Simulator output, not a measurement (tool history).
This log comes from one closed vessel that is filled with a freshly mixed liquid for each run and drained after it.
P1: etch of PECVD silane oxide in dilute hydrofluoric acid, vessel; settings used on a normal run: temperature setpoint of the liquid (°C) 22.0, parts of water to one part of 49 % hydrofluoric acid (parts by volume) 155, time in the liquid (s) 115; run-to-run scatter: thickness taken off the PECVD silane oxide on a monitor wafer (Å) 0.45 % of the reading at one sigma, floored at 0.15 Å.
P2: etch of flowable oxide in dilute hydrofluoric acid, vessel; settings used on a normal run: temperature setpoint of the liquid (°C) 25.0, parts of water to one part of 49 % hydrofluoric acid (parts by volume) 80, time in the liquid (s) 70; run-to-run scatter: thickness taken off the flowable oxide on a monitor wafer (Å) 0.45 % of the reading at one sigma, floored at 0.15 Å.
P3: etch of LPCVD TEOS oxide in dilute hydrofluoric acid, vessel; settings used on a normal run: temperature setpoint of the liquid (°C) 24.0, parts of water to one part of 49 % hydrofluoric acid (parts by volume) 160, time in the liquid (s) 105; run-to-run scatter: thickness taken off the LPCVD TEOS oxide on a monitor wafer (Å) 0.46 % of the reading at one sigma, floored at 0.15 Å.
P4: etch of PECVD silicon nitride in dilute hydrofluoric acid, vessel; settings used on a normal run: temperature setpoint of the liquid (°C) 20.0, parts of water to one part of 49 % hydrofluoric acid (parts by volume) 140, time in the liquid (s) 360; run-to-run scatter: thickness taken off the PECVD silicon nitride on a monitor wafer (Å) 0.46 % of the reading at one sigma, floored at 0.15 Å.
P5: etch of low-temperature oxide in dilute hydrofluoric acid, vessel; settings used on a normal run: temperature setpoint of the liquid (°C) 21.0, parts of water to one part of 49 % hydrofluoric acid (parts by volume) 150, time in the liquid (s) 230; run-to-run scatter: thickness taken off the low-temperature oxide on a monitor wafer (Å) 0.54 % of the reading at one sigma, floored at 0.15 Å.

run,hour,process that ran,temperature setpoint of the liquid (°C),parts of water to one part of 49 % hydrofluoric acid (parts by volume),time in the liquid (s),hours since the thermometer was replaced,hours since the hydrofluoric acid flow meter was replaced,thickness taken off the PECVD silane oxide on a monitor wafer (Å),thickness taken off the flowable oxide on a monitor wafer (Å),thickness taken off the LPCVD TEOS oxide on a monitor wafer (Å),thickness taken off the low-temperature oxide on a monitor wafer (Å),thickness taken off the PECVD silicon nitride on a monitor wafer (Å)
1,5.6,P1,22.0,155,115,1123.6,380.2,287.340,,,,
2,10.8,P2,25.0,80,70,1128.8,385.4,,466.52,,,
3,15.3,P1,22.0,255,115,1133.3,389.9,157.240,,,,
4,20.1,P3,24.0,265,105,1138.1,394.7,,,135.80,,
5,25.1,P5,21.0,150,230,1143.1,399.7,,,,318.62,
6,30.4,P2,25.0,80,30,1148.4,405.0,,199.97,,,
7,33.5,P5,29.0,150,230,1151.5,408.1,,,,437.10,
8,39.3,P1,22.0,155,35,1157.3,413.9,87.139,,,,
9,42.9,P5,21.0,150,345,1160.9,417.5,,,,482.16,
10,46.3,P4,26.0,140,360,1164.3,420.9,,,,,144.410
11,50.2,P3,28.5,160,105,1168.2,424.8,,,297.20,,
12,55.0,P1,22.0,155,115,1173.0,429.6,286.480,,,,
13,61.1,P5,21.0,210,230,1179.1,435.7,,,,215.94,
14,65.9,P3,24.0,160,105,1183.9,440.5,,,248.12,,
15,69.4,P2,25.0,80,70,1187.4,444.0,,466.50,,,
16,72.7,P4,20.0,245,360,1190.7,447.3,,,,,57.108
17,76.9,P1,22.0,155,115,1194.9,451.5,288.480,,,,
18,82.7,P1,22.0,155,115,1200.7,457.3,285.210,,,,
19,88.1,P1,22.0,155,170,1206.1,462.7,423.690,,,,
20,91.7,P1,18.0,155,115,1209.7,466.3,244.020,,,,
21,97.5,P3,24.0,160,170,1215.5,472.1,,,409.07,,
22,100.8,P2,32.5,80,70,1218.8,475.4,,620.76,,,

Run 23 comes next. What will it give?
23,107.4,P1,22.0,30,115,1225.4,482.0,?,,,,

Logged for run 23: thickness taken off the PECVD silane oxide on a monitor wafer (Å) 1720.400.
